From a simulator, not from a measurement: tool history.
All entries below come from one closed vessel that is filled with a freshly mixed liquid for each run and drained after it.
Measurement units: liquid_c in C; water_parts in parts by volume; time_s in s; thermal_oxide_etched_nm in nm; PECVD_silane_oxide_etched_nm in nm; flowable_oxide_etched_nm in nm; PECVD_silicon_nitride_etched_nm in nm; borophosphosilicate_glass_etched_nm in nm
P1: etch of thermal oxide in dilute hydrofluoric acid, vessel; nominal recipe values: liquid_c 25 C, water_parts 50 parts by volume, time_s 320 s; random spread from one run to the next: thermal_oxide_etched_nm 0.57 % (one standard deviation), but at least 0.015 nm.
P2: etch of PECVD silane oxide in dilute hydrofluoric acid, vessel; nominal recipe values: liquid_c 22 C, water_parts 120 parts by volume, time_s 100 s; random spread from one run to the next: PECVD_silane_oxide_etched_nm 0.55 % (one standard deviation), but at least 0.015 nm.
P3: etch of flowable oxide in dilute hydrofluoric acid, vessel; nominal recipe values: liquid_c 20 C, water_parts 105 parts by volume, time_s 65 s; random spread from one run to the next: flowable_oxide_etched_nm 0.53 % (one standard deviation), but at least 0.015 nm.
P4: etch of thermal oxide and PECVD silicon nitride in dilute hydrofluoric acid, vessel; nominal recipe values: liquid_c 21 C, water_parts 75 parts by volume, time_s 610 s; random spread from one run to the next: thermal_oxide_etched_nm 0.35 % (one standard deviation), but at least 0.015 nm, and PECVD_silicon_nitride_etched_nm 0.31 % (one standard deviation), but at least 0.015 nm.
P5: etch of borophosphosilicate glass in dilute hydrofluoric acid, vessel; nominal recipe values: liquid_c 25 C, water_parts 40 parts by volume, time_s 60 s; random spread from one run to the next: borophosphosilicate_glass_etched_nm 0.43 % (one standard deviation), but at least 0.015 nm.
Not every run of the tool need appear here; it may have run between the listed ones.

| run | hour | process | liquid_c | water_parts | time_s | hours since the thermometer was replaced | hours since the hydrofluoric acid flow meter was replaced | thermal_oxide_etched_nm | PECVD_silane_oxide_etched_nm | flowable_oxide_etched_nm | PECVD_silicon_nitride_etched_nm | borophosphosilicate_glass_etched_nm |
|---|---|---|---|---|---|---|---|---|---|---|---|---|
| 1 | 8 | P1 | 25 | 50 | 320 | 267.1 | 373 | 34.98 |  |  |  |  |
| 2 | 14.1 | P2 | 22 | 120 | 150 | 273.2 | 379.1 |  | 45.339 |  |  |  |
| 3 | 19.8 | P3 | 17 | 105 | 65 | 278.9 | 384.8 |  |  | 18.077 |  |  |
| 4 | 25 | P4 | 21 | 105 | 610 | 284.1 | 390 | 23.605 |  |  | 8.2699 |  |
| 5 | 29.8 | P4 | 24.5 | 75 | 610 | 288.9 | 394.8 | 39.293 |  |  | 14.435 |  |
| 6 | 36 | P5 | 25 | 40 | 100 | 295.1 | 401 |  |  |  |  | 140.91 |
| 7 | 40.4 | P4 | 21 | 75 | 610 | 299.5 | 405.4 | 34.231 |  |  | 11.359 |  |
| 8 | 45.1 | P1 | 25 | 50 | 320 | 304.2 | 410.1 | 34.552 |  |  |  |  |
| 9 | 49.6 | P1 | 25 | 50 | 320 | 308.7 | 414.6 | 34.967 |  |  |  |  |
| 10 | 57.2 | P3 | 20 | 105 | 65 | 316.3 | 422.2 |  |  | 20.512 |  |  |
| 11 | 61.5 | P5 | 32.5 | 40 | 60 | 320.6 | 426.5 |  |  |  |  | 115.6 |
| 12 | 68.4 | P2 | 22 | 215 | 100 | 327.5 | 433.4 |  | 15.425 |  |  |  |
| 13 | 76 | P3 | 20 | 105 | 65 | 335.1 | 441 |  |  | 20.247 |  |  |
| 14 | 81.9 | P3 | 20 | 25 | 65 | 341 | 446.9 |  |  | 93.759 |  |  |
| 15 | 90 | P1 | 25 | 70 | 320 | 349.1 | 455 | 24.518 |  |  |  |  |
| 16 | 95.2 | P2 | 22 | 120 | 100 | 354.3 | 460.2 |  | 30.523 |  |  |  |
| 17 | 100.3 | P1 | 25 | 50 | 625 | 359.4 | 465.3 | 67.876 |  |  |  |  |
| 18 | 106.5 | P5 | 25 | 60 | 60 | 365.6 | 471.5 |  |  |  |  | 55.344 |
| 19 | 111.9 | P1 | 25 | 20 | 180 | 371 | 476.9 | 50.991 |  |  |  |  |
|  | 116.3 | thermometer replaced |
| 20 | 118.1 | P5 | 25 | 40 | 60 | 1.9 | 483.1 |  |  |  |  | 85.294 |
| 21 | 123.2 | P1 | 25 | 50 | 320 | 7 | 488.2 | 34.992 |  |  |  |  |
| 22 | 129.2 | P4 | 21 | 75 | 335 | 13 | 494.2 | 18.89 |  |  | 6.27 |  |
| 23 | 136.4 | P4 | 21 | 75 | 610 | 20.2 | 501.4 | 34.527 |  |  | 11.474 |  |
| 24 | 144.5 | P1 | 29 | 50 | 320 | 28.3 | 509.5 | 41.155 |  |  |  |  |
| 25 | 150.7 | P1 | 25 | 20 | 320 | 34.5 | 515.7 | 90.837 |  |  |  |  |
| 26 | 156.8 | P3 | 20 | 105 | 30 | 40.6 | 521.8 |  |  | 9.4597 |  |  |
| 27 | 164.1 | P1 | 25 | 50 | 320 | 47.9 | 529.1 | 34.913 |  |  |  |  |
| 28 | 170.8 | P2 | 22 | 120 | 100 | 54.6 | 535.8 |  | 30.524 |  |  |  |
| 29 | 177.1 | P1 | 25 | 50 | 30 | 60.9 | 542.1 | 3.2785 |  |  |  |  |
| 30 | 181.2 | P2 | 17 | 120 | 100 | 65 | 546.2 |  | 24.902 |  |  |  |
| 31 | 187.2 | P1 | 19.5 | 50 | 320 | 71 | 552.2 | 27.6 |  |  |  |  |
| 32 | 193.8 | P1 | 25 | 50 | 320 | 77.6 | 558.8 | 34.686 |  |  |  |  |
| 33 | 200.9 | P1 | 25 | 50 | 320 | 84.7 | 565.9 | 33.576 |  |  |  |  |
| 34 | 208.3 | P1 | 25 | 50 | 320 | 92.1 | 573.3 | 33.348 |  |  |  |  |
| 35 | 213.3 | P1 | 25 | 50 | 320 | 97.1 | 578.3 | 33.213 |  |  |  |  |
| 36 | 220 | P1 | 25 | 50 | 320 | 103.8 | 585 | 33.044 |  |  |  |  |
| 37 | 227.7 | P1 | 25 | 50 | 320 | 111.5 | 592.7 | 32.63 |  |  |  |  |
| 38 | 234.1 | P1 | 25 | 50 | 320 | 117.9 | 599.1 | 32.751 |  |  |  |  |
| 39 | 239.9 | P1 | 25 | 50 | 320 | 123.7 | 604.9 | 32.452 |  |  |  |  |
| 40 | 244.9 | P1 | 25 | 50 | 320 | 128.7 | 609.9 | 32.354 |  |  |  |  |
| 41 | 252.3 | P1 | 25 | 50 | 320 | 136.1 | 617.3 | 32.485 |  |  |  |  |

The log shows P1 creeping away from where it was. Any of the 2 causes listed here, at the size stated for it, fits the log just as well as the others:
A: liquid colder than its thermometer reads (K) = 1.82
B: hydrofluoric acid flow below the setpoint (%) = 6.74
The gradual shift began around hour 193.8.

Which of the 4 check runs listed below separates the causes, so that each cause would produce a clearly different result? Each run uses one wafer, and its results are marked with question marks.
| check 1 | 259.7 | P2 | 22 | 120 | 100 |  |  |  | ? |  |  |  |
| check 2 | 259.7 | P3 | 20 | 105 | 65 |  |  |  |  | ? |  |  |
| check 3 | 259.7 | P5 | 25 | 40 | 60 |  |  |  |  |  |  | ? |
| check 4 | 259.7 | P4 | 21 | 75 | 610 |  |  | ? |  |  | ? |  |

How each check would come out, cause by cause:
| check | result | if A | if B |
|---|---|---|---|
| check 1 | PECVD_silane_oxide_etched_nm | 28.371 | 28.187 |
| check 2 | flowable_oxide_etched_nm | 18.887 | 18.829 |
| check 3 | borophosphosilicate_glass_etched_nm | 78.873 | 79.009 |
| check 4 | thermal_oxide_etched_nm | 31.809 | 31.801 |
| check 4 | PECVD_silicon_nitride_etched_nm | 10.089 | 10.678 |
How far apart the two closest causes lie, in the result that separates them most: check 1 0.65 %; check 2 0.3 %; check 3 0.17 %; check 4 5.68 %
Only in check 4 would the causes give clearly different results; in the remaining checks their results would be nearly the same.

Check 4 was then run and gave: thermal_oxide_etched_nm 31.642 nm; PECVD_silicon_nitride_etched_nm 10.707 nm. Which cause is it?

It was cause B: hydrofluoric acid flow below the setpoint (%).
